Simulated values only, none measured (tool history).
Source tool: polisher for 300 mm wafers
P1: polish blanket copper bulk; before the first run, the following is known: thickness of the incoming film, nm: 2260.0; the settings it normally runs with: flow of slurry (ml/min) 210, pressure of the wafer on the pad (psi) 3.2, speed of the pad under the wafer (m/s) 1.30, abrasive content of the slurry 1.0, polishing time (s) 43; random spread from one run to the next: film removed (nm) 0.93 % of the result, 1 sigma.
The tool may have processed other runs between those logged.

run,hour,flow of slurry (ml/min),pressure of the wafer on the pad (psi),speed of the pad under the wafer (m/s),abrasive content of the slurry,polishing time (s),film removed (nm)
1,5.1,210,3.2,1.30,1.0,43,611.19
2,10.3,210,3.2,1.30,1.0,43,616.80
3,15.8,210,3.2,1.86,1.0,43,871.21
4,19.7,280,3.2,1.30,1.0,43,640.84
5,23.1,210,3.2,1.30,1.0,25,360.75
6,28.8,210,4.9,1.30,1.0,31,677.52
7,34.2,210,3.2,1.30,0.5,43,537.58
8,39.3,210,3.2,0.58,1.0,43,271.46
9,43.3,210,1.5,1.30,1.0,43,288.59
10,47.6,210,3.2,1.30,1.0,43,613.34
11,53.6,210,2.4,0.62,1.0,43,222.82
12,57.9,210,5.0,1.30,1.0,43,967.36
13,62.6,210,3.2,1.30,1.0,43,611.16
14,67.4,210,3.2,1.30,1.0,43,622.23
15,71.6,210,3.2,1.30,1.0,43,608.66
# hour 72.5: slurry blender recalibrated
# hour 74.4: head pressure recalibrated
16,78.7,210,3.2,1.30,1.0,43,627.56
17,82.0,300,1.5,1.30,1.0,43,303.62
18,86.3,210,3.2,1.30,1.0,61,864.87
19,92.6,210,3.2,1.30,1.3,43,652.93
20,97.8,125,3.2,1.30,1.0,43,559.53
21,104.5,210,3.2,1.30,1.0,43,626.51
22,107.9,210,3.2,1.30,1.0,43,599.88
23,114.9,210,3.2,1.30,1.0,43,590.00
24,119.9,210,3.2,1.30,1.0,43,584.33
25,123.8,210,3.2,1.30,1.0,43,587.32

Estimate the outcome of run 26 from the log above:
# hour 128.3: head pressure recalibrated
26,130.4,210,3.2,1.30,1.0,43,?

film removed (nm): 571.64

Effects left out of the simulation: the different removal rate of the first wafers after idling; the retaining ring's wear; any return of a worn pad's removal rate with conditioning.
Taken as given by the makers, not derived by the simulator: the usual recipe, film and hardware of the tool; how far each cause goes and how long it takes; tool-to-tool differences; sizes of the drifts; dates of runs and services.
